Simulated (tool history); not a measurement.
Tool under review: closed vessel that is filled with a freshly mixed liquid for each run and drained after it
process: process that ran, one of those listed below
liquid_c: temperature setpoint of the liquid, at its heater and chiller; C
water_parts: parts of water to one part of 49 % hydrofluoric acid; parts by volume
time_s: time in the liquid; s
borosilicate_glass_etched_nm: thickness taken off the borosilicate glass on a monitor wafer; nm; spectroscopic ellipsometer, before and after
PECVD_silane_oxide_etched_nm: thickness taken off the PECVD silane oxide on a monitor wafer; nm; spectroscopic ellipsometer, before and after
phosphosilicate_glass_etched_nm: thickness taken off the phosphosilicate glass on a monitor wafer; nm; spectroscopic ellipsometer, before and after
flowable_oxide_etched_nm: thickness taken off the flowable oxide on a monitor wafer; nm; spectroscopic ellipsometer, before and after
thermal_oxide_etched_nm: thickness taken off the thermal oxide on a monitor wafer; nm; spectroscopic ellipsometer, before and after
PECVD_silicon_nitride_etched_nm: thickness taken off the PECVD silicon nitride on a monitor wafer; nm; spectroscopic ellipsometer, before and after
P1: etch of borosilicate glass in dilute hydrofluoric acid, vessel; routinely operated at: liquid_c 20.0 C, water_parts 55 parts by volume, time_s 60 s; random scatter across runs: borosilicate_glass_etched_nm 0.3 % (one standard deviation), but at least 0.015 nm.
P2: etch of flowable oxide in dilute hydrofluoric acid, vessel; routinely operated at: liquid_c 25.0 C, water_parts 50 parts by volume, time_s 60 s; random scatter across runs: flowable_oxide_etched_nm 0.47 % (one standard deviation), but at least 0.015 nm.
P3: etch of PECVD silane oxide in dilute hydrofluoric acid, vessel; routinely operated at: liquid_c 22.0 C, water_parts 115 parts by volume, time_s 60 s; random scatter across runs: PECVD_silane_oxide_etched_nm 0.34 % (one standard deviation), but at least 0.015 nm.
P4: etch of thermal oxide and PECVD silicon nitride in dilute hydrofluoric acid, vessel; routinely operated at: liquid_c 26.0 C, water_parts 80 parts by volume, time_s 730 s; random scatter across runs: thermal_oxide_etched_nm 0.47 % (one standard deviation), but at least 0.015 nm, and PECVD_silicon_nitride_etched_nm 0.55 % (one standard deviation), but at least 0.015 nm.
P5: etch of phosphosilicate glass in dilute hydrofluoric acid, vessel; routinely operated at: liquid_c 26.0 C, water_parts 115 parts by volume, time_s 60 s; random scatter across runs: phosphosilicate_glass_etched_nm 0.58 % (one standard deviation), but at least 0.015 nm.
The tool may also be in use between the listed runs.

run	hour	process	liquid_c	water_parts	time_s	borosilicate_glass_etched_nm	PECVD_silane_oxide_etched_nm	phosphosilicate_glass_etched_nm	flowable_oxide_etched_nm	thermal_oxide_etched_nm	PECVD_silicon_nitride_etched_nm
1	13.4	P1	20.0	55	60	30.1330					
2	24.3	P3	22.0	115	60		12.9490				
3	34.7	P5	26.0	115	60			56.047			
4	43.0	P5	17.5	115	60			39.992			
5	50.9	P3	22.0	115	30		6.4781				
6	63.2	P2	25.0	50	60				37.650		
7	75.5	P4	26.0	45	730					87.481	103.340
8	83.2	P1	20.0	55	60	30.3400					
9	91.7	P5	26.0	25	60			293.280			
10	106.3	P1	20.0	55	60	30.0870					
11	117.9	P1	20.0	55	30	15.1880					
12	124.8	P2	17.0	50	60				26.788		
# hour 126.5: thermometer replaced
13	137.5	P1	20.0	85	30	9.4201					
14	146.0	P1	28.0	55	60	41.8840					
15	159.2	P1	20.0	55	110	55.6370					
16	167.7	P3	22.0	195	60		6.9835				
17	177.5	P1	20.0	20	60	87.1400					
18	188.6	P1	20.0	55	60	30.3760					
19	197.2	P5	26.0	115	60			56.675			
20	206.3	P3	17.0	115	60		10.5730				
21	220.4	P4	26.0	80	1240					79.398	100.410
22	234.8	P1	20.0	55	60	30.1100					
23	241.8	P1	20.0	95	60	16.7840					
24	254.8	P2	25.0	50	115				72.087		
25	269.1	P2	25.0	50	60				37.584		
26	279.9	P4	26.0	80	730					46.901	59.055
27	291.1	P5	26.0	115	35			33.127			
28	306.5	P1	20.0	55	60	30.2710					
29	317.9	P1	17.0	55	60	26.5100					
30	325.9	P4	34.0	80	730					63.476	97.955
31	334.7	P2	25.0	75	60				24.257		
32	349.7	P1	20.0	55	60	30.2830					
33	362.4	P1	20.0	55	60	30.3010					
34	375.4	P1	20.0	55	60	29.2650					
35	383.1	P1	20.0	55	60	28.9990					
36	392.9	P1	20.0	55	60	28.7160					
37	403.9	P1	20.0	55	60	28.3160					
38	411.7	P1	20.0	55	60	28.1610					
39	426.7	P1	20.0	55	60	27.9970					
40	434.8	P1	20.0	55	60	28.1800					
41	449.7	P1	20.0	55	60	28.1940					
42	460.7	P1	20.0	55	60	28.0440					
43	468.0	P1	20.0	55	60	27.9790					

Compared with where it was, what P1 gives has crept away. Each cause listed below fits the log as well as the rest, at the size given for it:
A: hydrofluoric acid flow below the setpoint (%) = 6.85
B: liquid colder than its thermometer reads (K) = 1.78
Onset of the creep was near hour 362.4.

Listed below are the offered check runs, one wafer per run, with question marks in place of results. For which of them would the causes give clearly different outcomes?
check 1	475.3	P3	17.0	115	60		?				
check 2	475.3	P2	25.0	70	95				?		
check 3	475.3	P5	19.5	30	60			?			
check 4	475.3	P4	32.5	80	730					?	?

What each check would give under each cause:
check	result	if A	if B
check 1	PECVD_silane_oxide_etched_nm	9.7345	9.7783
check 2	flowable_oxide_etched_nm	38.323	38.542
check 3	phosphosilicate_glass_etched_nm	171.410	170.760
check 4	thermal_oxide_etched_nm	55.382	56.108
check 4	PECVD_silicon_nitride_etched_nm	82.830	79.590
Separation of the two closest causes in each check, using whichever result separates them best: check 1 0.45 %; check 2 0.57 %; check 3 0.38 %; check 4 3.99 %
Check 4 tells the causes apart: in the others they would give nearly the same result.

The results of check 4 are: thermal_oxide_etched_nm 55.829 nm; PECVD_silicon_nitride_etched_nm 79.445 nm. Based on these, which of the listed causes is it?

Of the candidate causes, it is B: liquid colder than its thermometer reads (K).

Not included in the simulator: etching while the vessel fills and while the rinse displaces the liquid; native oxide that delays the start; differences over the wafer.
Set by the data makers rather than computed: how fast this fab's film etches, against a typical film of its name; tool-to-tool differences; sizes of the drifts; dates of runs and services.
